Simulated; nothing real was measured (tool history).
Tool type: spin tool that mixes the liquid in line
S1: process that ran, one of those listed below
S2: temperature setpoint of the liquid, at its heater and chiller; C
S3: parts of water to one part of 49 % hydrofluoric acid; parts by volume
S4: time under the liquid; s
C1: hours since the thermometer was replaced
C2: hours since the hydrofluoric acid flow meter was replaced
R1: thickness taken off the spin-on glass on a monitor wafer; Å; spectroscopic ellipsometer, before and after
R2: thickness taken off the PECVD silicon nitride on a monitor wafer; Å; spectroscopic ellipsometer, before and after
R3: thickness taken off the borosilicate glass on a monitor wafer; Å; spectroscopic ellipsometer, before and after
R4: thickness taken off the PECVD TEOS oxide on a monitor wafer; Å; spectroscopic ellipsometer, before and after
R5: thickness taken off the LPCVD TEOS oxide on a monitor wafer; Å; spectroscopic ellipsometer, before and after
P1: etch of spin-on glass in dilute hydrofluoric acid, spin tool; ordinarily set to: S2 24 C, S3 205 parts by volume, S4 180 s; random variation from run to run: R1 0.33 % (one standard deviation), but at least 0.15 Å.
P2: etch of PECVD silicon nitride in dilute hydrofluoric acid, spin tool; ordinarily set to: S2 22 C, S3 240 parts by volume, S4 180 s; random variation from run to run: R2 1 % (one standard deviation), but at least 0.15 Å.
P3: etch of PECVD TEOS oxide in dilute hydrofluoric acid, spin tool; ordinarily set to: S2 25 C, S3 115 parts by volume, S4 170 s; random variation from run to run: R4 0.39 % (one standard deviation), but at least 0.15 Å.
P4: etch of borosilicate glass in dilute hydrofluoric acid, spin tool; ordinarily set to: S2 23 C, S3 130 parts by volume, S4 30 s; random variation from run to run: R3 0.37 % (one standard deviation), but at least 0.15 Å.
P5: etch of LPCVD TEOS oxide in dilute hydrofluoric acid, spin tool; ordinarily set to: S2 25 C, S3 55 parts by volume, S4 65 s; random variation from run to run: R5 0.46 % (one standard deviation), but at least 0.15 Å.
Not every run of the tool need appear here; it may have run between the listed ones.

| run | hour | S1 | S2 | S3 | S4 | C1 | C2 | R1 | R2 | R3 | R4 | R5 |
|---|---|---|---|---|---|---|---|---|---|---|---|---|
| 1 | 9.5 | P1 | 24 | 205 | 180 | 416.5 | 443 | 528.45 |  |  |  |  |
| 2 | 19.2 | P1 | 24 | 300 | 30 | 426.2 | 452.7 | 54.471 |  |  |  |  |
| 3 | 30.9 | P2 | 30 | 240 | 180 | 437.9 | 464.4 |  | 38.422 |  |  |  |
| 4 | 45.2 | P4 | 30.5 | 130 | 30 | 452.2 | 478.7 |  |  | 162.07 |  |  |
| 5 | 54.1 | P1 | 24 | 205 | 180 | 461.1 | 487.6 | 526.34 |  |  |  |  |
| 6 | 71.7 | P4 | 23 | 130 | 65 | 478.7 | 505.2 |  |  | 263.26 |  |  |
| 7 | 86.1 | P3 | 25 | 205 | 170 | 493.1 | 519.6 |  |  |  | 83.565 |  |
| 8 | 98.4 | P1 | 29 | 205 | 180 | 505.4 | 531.9 | 628.38 |  |  |  |  |
| 9 | 107.2 | P1 | 24 | 290 | 180 | 514.2 | 540.7 | 340.73 |  |  |  |  |
| 10 | 124.1 | P1 | 24 | 205 | 180 | 531.1 | 557.6 | 528.33 |  |  |  |  |
| 11 | 138 | P1 | 24 | 205 | 180 | 545 | 571.5 | 529.09 |  |  |  |  |
| 12 | 154.7 | P2 | 22 | 240 | 15 | 561.7 | 588.2 |  | 1.9152 |  |  |  |
| 13 | 166.1 | P2 | 22 | 240 | 180 | 573.1 | 599.6 |  | 24.599 |  |  |  |
| 14 | 176.4 | P1 | 24 | 205 | 55 | 583.4 | 609.9 | 161.54 |  |  |  |  |
| 15 | 190.5 | P1 | 24 | 305 | 105 | 597.5 | 624 | 186.63 |  |  |  |  |
| 16 | 206.5 | P1 | 24 | 205 | 180 | 613.5 | 640 | 525.97 |  |  |  |  |
| 17 | 221.3 | P4 | 23 | 195 | 30 | 628.3 | 654.8 |  |  | 75.4 |  |  |
| 18 | 239.2 | P3 | 25 | 115 | 50 | 646.2 | 672.7 |  |  |  | 49.132 |  |
| 19 | 252.6 | P2 | 22 | 400 | 180 | 659.6 | 686.1 |  | 14.387 |  |  |  |
| 20 | 264.4 | P5 | 25 | 55 | 65 | 671.4 | 697.9 |  |  |  |  | 326.24 |
| 21 | 281.9 | P1 | 24 | 40 | 180 | 688.9 | 715.4 | 3291.6 |  |  |  |  |
| 22 | 296.2 | P1 | 24 | 205 | 180 | 703.2 | 729.7 | 528.56 |  |  |  |  |

Run 23, settings as shown, results not yet in. Your forecast:
| 23 | 307.1 | P1 | 24 | 205 | 340 | 714.1 | 740.6 | ? |  |  |  |  |

Run 23 gave R1 991.61 Å.
